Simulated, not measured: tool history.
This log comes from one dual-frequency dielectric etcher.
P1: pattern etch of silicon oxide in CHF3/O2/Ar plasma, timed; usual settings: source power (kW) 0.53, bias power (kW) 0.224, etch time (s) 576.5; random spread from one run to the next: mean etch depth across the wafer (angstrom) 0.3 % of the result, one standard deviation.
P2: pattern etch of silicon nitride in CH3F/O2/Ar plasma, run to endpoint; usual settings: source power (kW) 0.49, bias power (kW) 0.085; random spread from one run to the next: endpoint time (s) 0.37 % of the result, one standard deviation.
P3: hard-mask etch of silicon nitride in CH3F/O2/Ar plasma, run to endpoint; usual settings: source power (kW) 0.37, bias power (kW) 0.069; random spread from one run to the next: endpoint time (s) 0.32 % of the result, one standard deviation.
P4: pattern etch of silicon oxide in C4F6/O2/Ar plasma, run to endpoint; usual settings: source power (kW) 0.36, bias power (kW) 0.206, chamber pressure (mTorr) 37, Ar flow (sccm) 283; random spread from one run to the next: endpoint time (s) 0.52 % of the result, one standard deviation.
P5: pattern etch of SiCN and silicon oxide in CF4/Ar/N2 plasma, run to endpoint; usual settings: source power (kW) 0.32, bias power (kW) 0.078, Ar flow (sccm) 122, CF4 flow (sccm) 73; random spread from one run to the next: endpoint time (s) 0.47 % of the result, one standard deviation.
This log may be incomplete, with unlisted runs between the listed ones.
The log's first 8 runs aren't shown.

run,hour,process that ran,source power (kW),bias power (kW),etch time (s),chamber pressure (mTorr),Ar flow (sccm),CF4 flow (sccm),hours since the last wet clean,hours since the last source power generator calibration,hours since the last bias power generator calibration,mean etch depth across the wafer (angstrom),endpoint time (s)
9,94.6,P4,0.36,0.125,,37,283,,167.2,2149.9,1469,,13.404
10,105.8,P1,0.33,0.224,576.5,,,,178.4,2161.1,1480.2,9778.6,
11,116.3,P1,0.53,0.224,576.5,,,,188.9,2171.6,1490.7,11585,
12,126.6,P5,0.32,0.078,,,122,73,199.2,2181.9,1501,,22.035
13,140.3,P3,0.37,0.069,,,,,212.9,2195.6,1514.7,,49.725
14,150.9,P5,0.32,0.078,,,122,73,223.5,2206.2,1525.3,,21.942
15,159,P3,0.24,0.069,,,,,231.6,2214.3,1533.4,,58.157
16,172,P5,0.32,0.078,,,122,102,244.6,2227.3,1546.4,,20.903
17,185.5,P5,0.32,0.1,,,122,73,258.1,2240.8,1559.9,,19.938
18,194.1,P1,0.53,0.224,576.5,,,,266.7,2249.4,1568.5,11684,
19,207.9,P2,0.49,0.085,,,,,280.5,2263.2,1582.3,,65.208
20,217,P1,0.53,0.224,420.5,,,,289.6,2272.3,1591.4,8536,
21,225.7,P3,0.37,0.069,,,,,298.3,2281,1600.1,,49.341
22,241.2,P5,0.42,0.078,,,122,73,313.8,2296.5,1615.6,,17.15

Forecast run 23:
23,254.1,P1,0.68,0.224,431,,,,326.7,2309.4,1628.5,?,

mean etch depth across the wafer (angstrom): 9587.3

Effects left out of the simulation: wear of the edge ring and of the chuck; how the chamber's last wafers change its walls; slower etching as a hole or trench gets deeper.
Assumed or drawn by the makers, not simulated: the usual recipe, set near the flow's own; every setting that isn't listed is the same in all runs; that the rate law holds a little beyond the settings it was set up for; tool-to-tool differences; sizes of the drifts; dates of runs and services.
